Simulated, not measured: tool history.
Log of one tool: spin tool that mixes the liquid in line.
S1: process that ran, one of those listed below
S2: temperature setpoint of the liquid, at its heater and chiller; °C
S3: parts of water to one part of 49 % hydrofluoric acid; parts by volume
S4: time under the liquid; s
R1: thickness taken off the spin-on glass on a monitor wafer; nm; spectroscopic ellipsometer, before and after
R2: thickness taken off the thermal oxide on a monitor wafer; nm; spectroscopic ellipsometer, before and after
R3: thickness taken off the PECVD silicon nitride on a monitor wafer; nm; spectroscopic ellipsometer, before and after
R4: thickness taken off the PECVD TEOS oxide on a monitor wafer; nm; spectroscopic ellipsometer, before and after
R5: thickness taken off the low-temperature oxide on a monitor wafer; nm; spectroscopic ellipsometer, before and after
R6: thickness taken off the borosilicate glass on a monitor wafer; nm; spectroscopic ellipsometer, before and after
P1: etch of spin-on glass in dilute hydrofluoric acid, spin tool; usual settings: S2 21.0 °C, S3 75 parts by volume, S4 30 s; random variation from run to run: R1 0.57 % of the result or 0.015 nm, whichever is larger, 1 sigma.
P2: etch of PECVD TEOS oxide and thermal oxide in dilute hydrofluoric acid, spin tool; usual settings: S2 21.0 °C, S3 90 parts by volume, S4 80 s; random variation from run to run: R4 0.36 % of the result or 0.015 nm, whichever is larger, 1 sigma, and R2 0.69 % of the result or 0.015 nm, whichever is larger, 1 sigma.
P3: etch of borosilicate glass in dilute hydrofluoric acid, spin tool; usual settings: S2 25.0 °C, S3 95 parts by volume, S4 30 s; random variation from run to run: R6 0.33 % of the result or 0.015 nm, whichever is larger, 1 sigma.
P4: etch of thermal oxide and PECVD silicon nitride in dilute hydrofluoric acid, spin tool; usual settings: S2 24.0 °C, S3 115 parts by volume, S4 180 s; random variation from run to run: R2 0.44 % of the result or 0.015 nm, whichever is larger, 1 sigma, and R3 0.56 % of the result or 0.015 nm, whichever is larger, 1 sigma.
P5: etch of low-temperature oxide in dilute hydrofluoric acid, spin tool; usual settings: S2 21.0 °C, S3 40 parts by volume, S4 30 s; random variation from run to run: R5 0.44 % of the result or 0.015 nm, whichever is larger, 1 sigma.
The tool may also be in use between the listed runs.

run   hour  S1    S2   S3   S4       R1      R2       R3      R4       R5      R6
  1    5.3  P1  21.0   75   30  15.4140
  2    8.5  P4  24.0  115   30           1.2039  0.63633
  3   13.6  P4  24.0  115  180           7.2842  3.80410
  4   16.4  P1  21.0   75   50  25.5230
  5   19.0  P2  26.5   90   80           4.6783           20.554
  6   22.6  P5  21.0   20   30                                    36.2030
  7   26.7  P1  21.0   75   15   7.6475
  8   30.9  P3  25.0   95   55                                             19.959
  9   34.2  P1  21.0   75   30  15.4260
 10   38.2  P1  21.0   75   30  15.5760
 11   43.3  P5  21.0   40   15                                     8.8383
 12   47.0  P1  21.0   75   30  15.5170
 13   51.2  P3  25.0   95   30                                             10.892
 14   54.1  P1  26.5   75   30  19.3500
 15   59.1  P2  21.0   90  155           7.3104           32.092
 16   63.4  P4  17.5  115  180           5.6314  2.45350
 17   66.1  P3  25.0   40   30                                             27.752
 18   69.1  P1  21.0   35   55  63.4570
      72.3  -- thermometer replaced
 19   73.9  P4  24.0  165  180           4.7939  2.69570
 20   76.4  P1  21.0   20   30  61.8210
 21   80.7  P2  21.0  125   80           2.6395           11.417
 22   84.8  P2  21.0   90   80           3.8076           16.473
 23   87.2  P1  28.5   75   55  38.0740
 24   91.8  P5  21.0   40   30                                    17.6780
 25   94.7  P1  21.0  120   30   9.1150
 26   98.6  P1  17.0   75   30  13.0590
 27  103.3  P1  21.0   75   30  15.4410
 28  106.4  P5  17.0   40   30                                    14.8790
 29  111.3  P1  21.0   75   30  15.5510
 30  114.5  P3  30.5   95   30                                             13.480
 31  117.4  P1  21.0   75   30  15.3470
 32  120.2  P1  21.0   75   30  15.0330
 33  123.9  P1  21.0   75   30  14.7530
 34  128.9  P1  21.0   75   30  14.5400
 35  133.2  P1  21.0   75   30  14.5770
 36  136.2  P1  21.0   75   30  14.5600
 37  141.3  P1  21.0   75   30  14.5120

What P1 gives has crept away from where it was. These 2 causes fit the log equally well, each at the size given:
A: liquid colder than its thermometer reads (K) = 1.41
B: hydrofluoric acid flow below the setpoint (%) = 5.21
The creep began at about hour 117.4.

4 check runs are offered, each on 2 wafers whose results are averaged, their results left as question marks. Which one tells the causes apart?
check 1  146.4  P2  21.0   90   80       ?       ?
check 2  146.4  P5  21.0   40   30                   ?
check 3  146.4  P3  25.0   95   30                       ?
check 4  146.4  P4  24.0  115  180       ?   ?

What each check would give under each cause:
  check  result     if A     if B
check 1      R2   3.5768   3.5728
check 1      R4   15.581   15.563
check 2      R5  16.5760  16.6410
check 3      R6   10.276   10.233
check 4      R2   6.9255   6.8880
check 4      R3  3.47690  3.61870
How far apart the two closest causes lie, in the result that separates them most: check 1 0.11 %; check 2 0.39 %; check 3 0.42 %; check 4 4 %
Only check 4 tells the causes apart: in the others they would give nearly the same result.

Then check 4 was run and gave: R2 6.9234 nm; R3 3.65430 nm. Which cause is it?

It is B: hydrofluoric acid flow below the setpoint (%).
